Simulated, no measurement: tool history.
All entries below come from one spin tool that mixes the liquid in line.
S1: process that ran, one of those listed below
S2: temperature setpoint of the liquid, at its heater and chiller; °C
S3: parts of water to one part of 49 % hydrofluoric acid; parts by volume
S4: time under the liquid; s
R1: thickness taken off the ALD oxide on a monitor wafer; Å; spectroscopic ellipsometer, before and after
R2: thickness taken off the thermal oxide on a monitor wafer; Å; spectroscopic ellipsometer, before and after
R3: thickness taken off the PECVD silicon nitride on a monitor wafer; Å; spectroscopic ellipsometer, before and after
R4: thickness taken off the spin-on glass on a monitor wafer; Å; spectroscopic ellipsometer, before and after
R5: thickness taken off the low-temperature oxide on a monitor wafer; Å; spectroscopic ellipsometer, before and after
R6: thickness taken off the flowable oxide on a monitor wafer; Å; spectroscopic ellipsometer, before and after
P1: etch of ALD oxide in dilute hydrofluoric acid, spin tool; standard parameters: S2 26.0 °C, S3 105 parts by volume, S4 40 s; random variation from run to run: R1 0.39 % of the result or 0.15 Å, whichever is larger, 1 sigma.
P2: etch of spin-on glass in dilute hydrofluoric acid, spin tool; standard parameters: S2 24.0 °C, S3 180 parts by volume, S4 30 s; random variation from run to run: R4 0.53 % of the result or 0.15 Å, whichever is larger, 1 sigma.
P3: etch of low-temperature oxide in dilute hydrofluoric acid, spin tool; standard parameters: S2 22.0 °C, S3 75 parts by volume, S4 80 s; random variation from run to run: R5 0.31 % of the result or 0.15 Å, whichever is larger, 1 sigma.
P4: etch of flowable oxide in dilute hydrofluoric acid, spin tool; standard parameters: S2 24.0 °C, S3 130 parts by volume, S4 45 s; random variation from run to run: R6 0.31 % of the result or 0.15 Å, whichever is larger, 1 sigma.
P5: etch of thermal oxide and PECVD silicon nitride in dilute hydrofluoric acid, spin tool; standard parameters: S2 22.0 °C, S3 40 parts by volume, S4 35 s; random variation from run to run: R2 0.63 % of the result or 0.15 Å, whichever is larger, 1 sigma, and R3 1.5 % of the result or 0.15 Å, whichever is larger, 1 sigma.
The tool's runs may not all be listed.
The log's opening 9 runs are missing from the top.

run     day  S1    S2   S3   S4       R1      R2      R3       R4      R5       R6
 10   3.796  P2  24.0  180   30                            91.446
 11   4.254  P3  22.0   75  130                                    368.41
 12   4.554  P1  26.0  175   80   98.967
 13   5.079  P1  26.0  105   40   88.901
 14   5.512  P1  26.0  170   40   51.039
 15   5.971  P4  24.0  130   70                                            219.670
 16   6.408  P1  26.0  105   60  134.960
 17   6.875  P1  26.0   25   40  417.740
 18   7.454  P1  26.0  105   20   44.687
      7.708  -- thermometer replaced
 19   7.896  P4  24.0  130   45                                            140.790
 20   8.296  P1  26.0  105   40   89.561
 21   8.600  P1  21.0  105   40   73.550
 22   9.042  P4  17.0  130   45                                            107.090
 23   9.333  P5  22.0   20   35           87.329  28.498
 24   9.767  P4  24.0  225   45                                             73.003
 25  10.038  P5  22.0   40   35           41.722  14.002
 26  10.567  P1  26.0  105   40   89.007
 27  11.104  P2  31.0  180   30                           119.810
 28  11.612  P2  24.0  180   60                           182.580
 29  11.917  P3  22.0   75   80                                    226.47
 30  12.250  P3  22.0  140   80                                    112.83
 31  12.688  P3  30.0   75   80                                    310.70

Run 32, settings as shown, results not yet in. Your forecast:
 32  13.238  P1  26.0  105  40   ?

{"run 32": {"R1": 89.121}}
